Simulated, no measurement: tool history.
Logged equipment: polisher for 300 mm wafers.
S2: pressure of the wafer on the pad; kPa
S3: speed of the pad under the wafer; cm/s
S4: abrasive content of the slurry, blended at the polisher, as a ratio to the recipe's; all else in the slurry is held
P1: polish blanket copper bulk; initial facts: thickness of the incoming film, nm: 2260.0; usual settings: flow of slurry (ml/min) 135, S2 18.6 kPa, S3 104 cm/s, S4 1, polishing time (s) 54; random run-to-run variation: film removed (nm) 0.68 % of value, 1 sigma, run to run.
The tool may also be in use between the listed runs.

{"run": 1, "hour": 12.9, "flow of slurry (ml/min)": 135, "S2": 18.6, "S3": 104, "S4": 1, "polishing time (s)": 54, "film removed (nm)": 469.13}
{"run": 2, "hour": 27.2, "flow of slurry (ml/min)": 135, "S2": 18.6, "S3": 48, "S4": 1, "polishing time (s)": 54, "film removed (nm)": 217.13}
{"run": 3, "hour": 41.9, "flow of slurry (ml/min)": 135, "S2": 18.6, "S3": 160, "S4": 1, "polishing time (s)": 54, "film removed (nm)": 724.7}
{"run": 4, "hour": 49.8, "flow of slurry (ml/min)": 135, "S2": 29, "S3": 104, "S4": 1, "polishing time (s)": 54, "film removed (nm)": 735.31}
{"run": 5, "hour": 60.8, "flow of slurry (ml/min)": 135, "S2": 18.6, "S3": 104, "S4": 1, "polishing time (s)": 54, "film removed (nm)": 467.94}
{"run": 6, "hour": 73.8, "flow of slurry (ml/min)": 135, "S2": 18.6, "S3": 104, "S4": 0.5, "polishing time (s)": 54, "film removed (nm)": 402.57}
{"run": 7, "hour": 81.1, "flow of slurry (ml/min)": 135, "S2": 18.6, "S3": 104, "S4": 1, "polishing time (s)": 26, "film removed (nm)": 227.5}
{"run": 8, "hour": 89.7, "flow of slurry (ml/min)": 95, "S2": 18.6, "S3": 104, "S4": 1, "polishing time (s)": 54, "film removed (nm)": 432.25}
{"hour": 95.0, "done": "head pressure recalibrated"}
{"run": 9, "hour": 100.8, "flow of slurry (ml/min)": 135, "S2": 18.6, "S3": 50, "S4": 1, "polishing time (s)": 27, "film removed (nm)": 110.81}
{"run": 10, "hour": 110.2, "flow of slurry (ml/min)": 190, "S2": 18.6, "S3": 104, "S4": 1, "polishing time (s)": 54, "film removed (nm)": 498.62}
{"run": 11, "hour": 119.2, "flow of slurry (ml/min)": 135, "S2": 11, "S3": 104, "S4": 1, "polishing time (s)": 54, "film removed (nm)": 279.32}
{"run": 12, "hour": 134.7, "flow of slurry (ml/min)": 135, "S2": 18.6, "S3": 104, "S4": 1, "polishing time (s)": 54, "film removed (nm)": 465.33}
{"run": 13, "hour": 147.8, "flow of slurry (ml/min)": 135, "S2": 18.6, "S3": 104, "S4": 1, "polishing time (s)": 54, "film removed (nm)": 467.37}
{"run": 14, "hour": 161.8, "flow of slurry (ml/min)": 100, "S2": 18.6, "S3": 60, "S4": 1, "polishing time (s)": 54, "film removed (nm)": 255.03}
{"run": 15, "hour": 173.2, "flow of slurry (ml/min)": 135, "S2": 18.6, "S3": 104, "S4": 1.5, "polishing time (s)": 54, "film removed (nm)": 510.42}
{"run": 16, "hour": 185.3, "flow of slurry (ml/min)": 135, "S2": 18.6, "S3": 104, "S4": 1, "polishing time (s)": 81, "film removed (nm)": 699.07}
{"run": 17, "hour": 192.9, "flow of slurry (ml/min)": 135, "S2": 18.6, "S3": 104, "S4": 1, "polishing time (s)": 54, "film removed (nm)": 470.48}
{"run": 18, "hour": 209.2, "flow of slurry (ml/min)": 135, "S2": 18.6, "S3": 104, "S4": 1, "polishing time (s)": 54, "film removed (nm)": 450.75}
{"run": 19, "hour": 217.6, "flow of slurry (ml/min)": 135, "S2": 18.6, "S3": 104, "S4": 1, "polishing time (s)": 54, "film removed (nm)": 445.21}
{"run": 20, "hour": 228.5, "flow of slurry (ml/min)": 135, "S2": 18.6, "S3": 104, "S4": 1, "polishing time (s)": 54, "film removed (nm)": 436.83}
{"run": 21, "hour": 238.3, "flow of slurry (ml/min)": 135, "S2": 18.6, "S3": 104, "S4": 1, "polishing time (s)": 54, "film removed (nm)": 430.15}
{"hour": 252.9, "done": "worn pad replaced by a new one"}
{"run": 22, "hour": 253.6, "flow of slurry (ml/min)": 135, "S2": 18.6, "S3": 104, "S4": 1, "polishing time (s)": 54, "film removed (nm)": 427.83}
{"hour": 254.9, "done": "slurry blender recalibrated"}
{"run": 23, "hour": 267.7, "flow of slurry (ml/min)": 135, "S2": 18.6, "S3": 104, "S4": 1, "polishing time (s)": 54, "film removed (nm)": 419.33}
{"run": 24, "hour": 280.9, "flow of slurry (ml/min)": 135, "S2": 18.6, "S3": 104, "S4": 1, "polishing time (s)": 54, "film removed (nm)": 423.49}
{"run": 25, "hour": 290.7, "flow of slurry (ml/min)": 135, "S2": 18.6, "S3": 104, "S4": 1, "polishing time (s)": 54, "film removed (nm)": 423.47}
{"run": 26, "hour": 301.2, "flow of slurry (ml/min)": 135, "S2": 18.6, "S3": 104, "S4": 1, "polishing time (s)": 54, "film removed (nm)": 420.01}
{"run": 27, "hour": 318.0, "flow of slurry (ml/min)": 135, "S2": 18.6, "S3": 104, "S4": 1, "polishing time (s)": 54, "film removed (nm)": 420.32}

P1 has crept away from where it was. The log is fitted equally well by each of these 2 causes, at the sizes shown:
A: head's pressure below its setpoint, % = 10.3
B: slurry flow missing at the pad, % = 37
The drift started at roughly hour 192.9.
All other causes, with the reason each is excluded:
removal rate lost through wear of the pad, %: maintenance at hour 252.9, after the shift began, did not return the process to its former output
abrasive missing from the slurry, %: maintenance at hour 254.9, after the shift began, did not return the process to its former output

The list below offers 4 check runs, each averaging the results of 5 wafers, and shows each result as a question mark. For which of them would the listed causes give clearly different results?
{"run": "check 1", "hour": 334.8, "flow of slurry (ml/min)": 135, "S2": 18.6, "S3": 104, "S4": 1, "polishing time (s)": 35, "film removed (nm)": "?"}
{"run": "check 2", "hour": 334.8, "flow of slurry (ml/min)": 135, "S2": 18.6, "S3": 128, "S4": 1, "polishing time (s)": 54, "film removed (nm)": "?"}
{"run": "check 3", "hour": 334.8, "flow of slurry (ml/min)": 135, "S2": 24.8, "S3": 104, "S4": 1, "polishing time (s)": 54, "film removed (nm)": "?"}
{"run": "check 4", "hour": 334.8, "flow of slurry (ml/min)": 185, "S2": 18.6, "S3": 104, "S4": 1, "polishing time (s)": 54, "film removed (nm)": "?"}

Expected result of each check under each candidate cause:
check=check_1 result=film_removed_(nm) if_A=272.08 if_B=272.01
check=check_2 result=film_removed_(nm) if_A=516.65 if_B=516.52
check=check_3 result=film_removed_(nm) if_A=559.7 if_B=559.57
check=check_4 result=film_removed_(nm) if_A=442.2 if_B=454.19
Gap, in per cent, between the two causes that each check separates least, read from the result that separates them most: check 1 0.02 %; check 2 0.02 %; check 3 0.02 %; check 4 2.67 %
Only check 4 tells the causes apart: in the others they would give nearly the same result.

After running check 4, the following was obtained: film removed (nm) 451.14. Which cause does this point to?

It is B: slurry flow missing at the pad, %.
